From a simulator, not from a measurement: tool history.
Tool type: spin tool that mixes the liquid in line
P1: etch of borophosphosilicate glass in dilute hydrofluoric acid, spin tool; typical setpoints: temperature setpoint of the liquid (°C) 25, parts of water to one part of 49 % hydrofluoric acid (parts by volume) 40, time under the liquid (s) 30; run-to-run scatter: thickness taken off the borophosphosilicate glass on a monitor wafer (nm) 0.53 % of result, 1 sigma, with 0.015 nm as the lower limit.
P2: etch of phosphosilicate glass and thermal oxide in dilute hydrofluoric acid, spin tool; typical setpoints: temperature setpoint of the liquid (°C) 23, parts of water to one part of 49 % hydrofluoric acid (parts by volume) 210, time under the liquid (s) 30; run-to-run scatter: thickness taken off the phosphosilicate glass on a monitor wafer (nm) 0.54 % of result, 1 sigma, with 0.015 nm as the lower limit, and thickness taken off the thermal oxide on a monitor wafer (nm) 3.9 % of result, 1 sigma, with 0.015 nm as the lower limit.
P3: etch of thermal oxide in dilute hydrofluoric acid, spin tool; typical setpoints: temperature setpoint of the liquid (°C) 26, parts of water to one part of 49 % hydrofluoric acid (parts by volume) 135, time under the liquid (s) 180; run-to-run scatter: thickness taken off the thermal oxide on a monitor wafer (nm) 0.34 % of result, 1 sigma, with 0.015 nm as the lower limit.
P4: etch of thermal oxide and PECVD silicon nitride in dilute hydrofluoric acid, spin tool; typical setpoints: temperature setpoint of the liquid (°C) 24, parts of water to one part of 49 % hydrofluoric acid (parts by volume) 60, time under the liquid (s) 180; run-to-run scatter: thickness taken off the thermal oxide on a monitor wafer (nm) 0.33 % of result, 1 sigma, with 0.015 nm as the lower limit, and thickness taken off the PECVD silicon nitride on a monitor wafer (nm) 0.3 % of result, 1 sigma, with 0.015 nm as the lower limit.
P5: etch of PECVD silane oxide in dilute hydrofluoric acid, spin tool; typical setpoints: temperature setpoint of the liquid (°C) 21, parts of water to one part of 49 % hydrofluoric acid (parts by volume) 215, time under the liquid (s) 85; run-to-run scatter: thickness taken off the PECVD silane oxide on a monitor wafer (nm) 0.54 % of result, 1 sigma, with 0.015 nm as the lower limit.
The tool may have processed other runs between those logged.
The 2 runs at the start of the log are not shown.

| run | hour | process that ran | temperature setpoint of the liquid (°C) | parts of water to one part of 49 % hydrofluoric acid (parts by volume) | time under the liquid (s) | thickness taken off the borophosphosilicate glass on a monitor wafer (nm) | thickness taken off the thermal oxide on a monitor wafer (nm) | thickness taken off the PECVD silicon nitride on a monitor wafer (nm) | thickness taken off the PECVD silane oxide on a monitor wafer (nm) | thickness taken off the phosphosilicate glass on a monitor wafer (nm) |
|---|---|---|---|---|---|---|---|---|---|---|
| 3 | 10.6 | P1 | 19 | 40 | 30 | 56.892 |  |  |  |  |
| 4 | 13.1 | P1 | 25 | 60 | 30 | 47.465 |  |  |  |  |
| 5 | 17.4 | P1 | 25 | 40 | 65 | 158.240 |  |  |  |  |
| 6 | 22.7 | P4 | 24 | 20 | 180 |  | 45.94100 | 20.363 |  |  |
| 7 | 25.1 | P3 | 26 | 135 | 180 |  | 6.17000 |  |  |  |
| 8 | 27.7 | P3 | 21 | 135 | 180 |  | 5.10340 |  |  |  |
| 9 | 30.2 | P1 | 29 | 40 | 15 | 42.904 |  |  |  |  |
| 10 | 33.1 | P1 | 25 | 40 | 15 | 36.381 |  |  |  |  |
| 11 | 36.8 | P5 | 21 | 80 | 85 |  |  |  | 18.5170 |  |
| 12 | 39.7 | P1 | 21 | 40 | 15 | 30.669 |  |  |  |  |
| 13 | 43.6 | P2 | 23 | 210 | 15 |  | 0.27033 |  |  | 9.2664 |
| 14 | 48.5 | P1 | 25 | 40 | 30 | 72.990 |  |  |  |  |
| 15 | 51.1 | P2 | 23 | 65 | 30 |  | 2.10990 |  |  | 70.5300 |
| 16 | 54.6 | P1 | 25 | 25 | 30 | 119.600 |  |  |  |  |
| 17 | 59.1 | P2 | 17 | 210 | 30 |  | 0.47901 |  |  | 14.6990 |
| 18 | 62.9 | P5 | 21 | 215 | 30 |  |  |  | 2.0781 |  |
| 19 | 68.2 | P5 | 25 | 215 | 85 |  |  |  | 6.8734 |  |

What does the tool deliver on the next run?
| 20 | 73.0 | P3 | 26 | 135 | 45 |  | ? |  |  |  |

{"run 20": {"thickness taken off the thermal oxide on a monitor wafer (nm)": 1.5383}}

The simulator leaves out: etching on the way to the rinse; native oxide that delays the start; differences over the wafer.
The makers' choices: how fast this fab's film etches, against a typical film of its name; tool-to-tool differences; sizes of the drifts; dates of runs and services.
